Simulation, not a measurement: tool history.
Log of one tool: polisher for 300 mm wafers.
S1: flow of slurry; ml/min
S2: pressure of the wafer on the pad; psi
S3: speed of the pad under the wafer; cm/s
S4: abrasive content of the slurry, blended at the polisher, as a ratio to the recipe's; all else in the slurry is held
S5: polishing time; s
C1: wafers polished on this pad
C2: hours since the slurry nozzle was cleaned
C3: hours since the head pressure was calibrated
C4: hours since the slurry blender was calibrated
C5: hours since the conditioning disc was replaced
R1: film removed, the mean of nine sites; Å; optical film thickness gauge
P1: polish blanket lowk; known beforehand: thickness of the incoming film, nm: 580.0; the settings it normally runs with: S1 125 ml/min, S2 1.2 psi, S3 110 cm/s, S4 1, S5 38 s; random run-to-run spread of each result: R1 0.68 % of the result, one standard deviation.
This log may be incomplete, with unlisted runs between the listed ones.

run,hour,S1,S2,S3,S4,S5,C1,C2,C3,C4,C5,R1
1,5.7,125,1.2,110,1,38,173,515.7,701.6,55.5,202.9,100.36
2,10.8,125,1.2,110,1,38,214,520.8,706.7,60.6,208,101.55
3,15.8,125,1.2,152,1,38,255,525.8,711.7,65.6,213,131.77
# hour 16.2: slurry nozzle cleaned
4,25.3,75,1.2,110,1,38,333,9.2,721.2,75.1,222.5,87.58
5,30.6,125,1.2,110,1,38,377,14.5,726.5,80.4,227.8,101.87
6,40.6,200,1.2,110,1,38,458,24.5,736.5,90.4,237.8,110.51
7,50,125,1.2,110,1.3,38,535,33.9,745.9,99.8,247.2,113.87
8,59.1,125,1.5,110,1,19,610,43,755,108.9,256.3,63.284
9,67.4,125,1.2,110,1,23,678,51.3,763.3,117.2,264.6,61.597
10,75.7,125,1.2,110,1,38,746,59.6,771.6,125.5,272.9,101.64
11,84,125,1.2,110,1,38,814,67.9,779.9,133.8,281.2,99.869
12,93,170,1.7,110,1,38,887,76.9,788.9,142.8,290.2,149.85
13,101.9,125,1.2,110,0.55,38,960,85.8,797.8,151.7,299.1,73.609
14,111.4,125,0.7,110,1,38,1038,95.3,807.3,161.2,308.6,58.673
15,121.1,125,1.2,110,1,58,1117,105,817,170.9,318.3,155.82
16,126.2,125,1.2,60,1,38,1159,110.1,822.1,176,323.4,62.649

What does the tool deliver on the next run?
17,131.6,125,1.8,110,1,38,1203,115.5,827.5,181.4,328.8,?

{"run 17": {"R1": 152.79}}
